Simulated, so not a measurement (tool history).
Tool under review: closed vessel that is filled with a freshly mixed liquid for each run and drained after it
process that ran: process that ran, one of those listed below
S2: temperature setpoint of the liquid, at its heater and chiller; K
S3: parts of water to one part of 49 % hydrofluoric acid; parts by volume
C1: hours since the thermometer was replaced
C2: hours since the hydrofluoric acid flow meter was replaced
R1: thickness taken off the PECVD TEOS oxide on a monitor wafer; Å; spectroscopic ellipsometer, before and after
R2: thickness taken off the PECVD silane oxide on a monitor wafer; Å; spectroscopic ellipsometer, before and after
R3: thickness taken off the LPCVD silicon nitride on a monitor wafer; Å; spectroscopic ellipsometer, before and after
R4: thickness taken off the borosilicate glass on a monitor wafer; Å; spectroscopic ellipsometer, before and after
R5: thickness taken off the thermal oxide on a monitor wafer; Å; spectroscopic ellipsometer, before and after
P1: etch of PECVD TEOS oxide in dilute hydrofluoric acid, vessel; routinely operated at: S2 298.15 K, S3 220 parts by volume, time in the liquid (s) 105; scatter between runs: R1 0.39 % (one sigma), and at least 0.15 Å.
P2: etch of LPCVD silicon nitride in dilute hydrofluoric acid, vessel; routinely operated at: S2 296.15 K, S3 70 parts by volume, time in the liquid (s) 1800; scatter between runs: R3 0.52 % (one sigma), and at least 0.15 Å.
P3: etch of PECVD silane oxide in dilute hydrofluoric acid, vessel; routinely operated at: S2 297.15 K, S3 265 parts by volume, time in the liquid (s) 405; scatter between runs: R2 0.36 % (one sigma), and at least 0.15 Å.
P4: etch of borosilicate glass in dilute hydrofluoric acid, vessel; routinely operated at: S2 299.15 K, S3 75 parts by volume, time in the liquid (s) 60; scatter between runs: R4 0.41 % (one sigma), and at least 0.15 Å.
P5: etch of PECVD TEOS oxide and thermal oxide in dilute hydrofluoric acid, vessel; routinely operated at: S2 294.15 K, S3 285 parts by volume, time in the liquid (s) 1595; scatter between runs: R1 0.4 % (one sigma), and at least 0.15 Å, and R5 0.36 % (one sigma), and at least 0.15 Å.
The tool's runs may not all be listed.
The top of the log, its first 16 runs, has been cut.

Run 17, hour 99.8: process that ran P2, S2 296.15 K, S3 70 parts by volume, time in the liquid (s) 1800; C1 836.9; C2 466.3. Result: R3 124.600 Å.
Run 18, hour 104.1: process that ran P1, S2 298.15 K, S3 220 parts by volume, time in the liquid (s) 105; C1 841.2; C2 470.6. Result: R1 76.356 Å.
Run 19, hour 109.1: process that ran P3, S2 297.15 K, S3 265 parts by volume, time in the liquid (s) 710; C1 846.2; C2 475.6. Result: R2 422.32 Å.
Run 20, hour 114.4: process that ran P2, S2 304.15 K, S3 70 parts by volume, time in the liquid (s) 1800; C1 851.5; C2 480.9. Result: R3 209.130 Å.
Run 21, hour 121.4: process that ran P1, S2 298.15 K, S3 85 parts by volume, time in the liquid (s) 105; C1 858.5; C2 487.9. Result: R1 231.140 Å.
Run 22, hour 127.1: process that ran P5, S2 294.15 K, S3 285 parts by volume, time in the liquid (s) 90; C1 864.2; C2 493.6. Result: R1 24.770 Å, R5 10.768 Å.
Run 23, hour 135.1: process that ran P1, S2 298.15 K, S3 220 parts by volume, time in the liquid (s) 170; C1 872.2; C2 501.6. Result: R1 123.100 Å.
Run 24, hour 141.4: process that ran P4, S2 299.15 K, S3 75 parts by volume, time in the liquid (s) 105; C1 878.5; C2 507.9. Result: R4 383.80 Å.

Forecast run 25:
Run 25, hour 147.9: process that ran P4, S2 299.15 K, S3 125 parts by volume, time in the liquid (s) 60; C1 885.0; C2 514.4. Result: R4 ?.

Run 25 measured R4 124.25 Å.
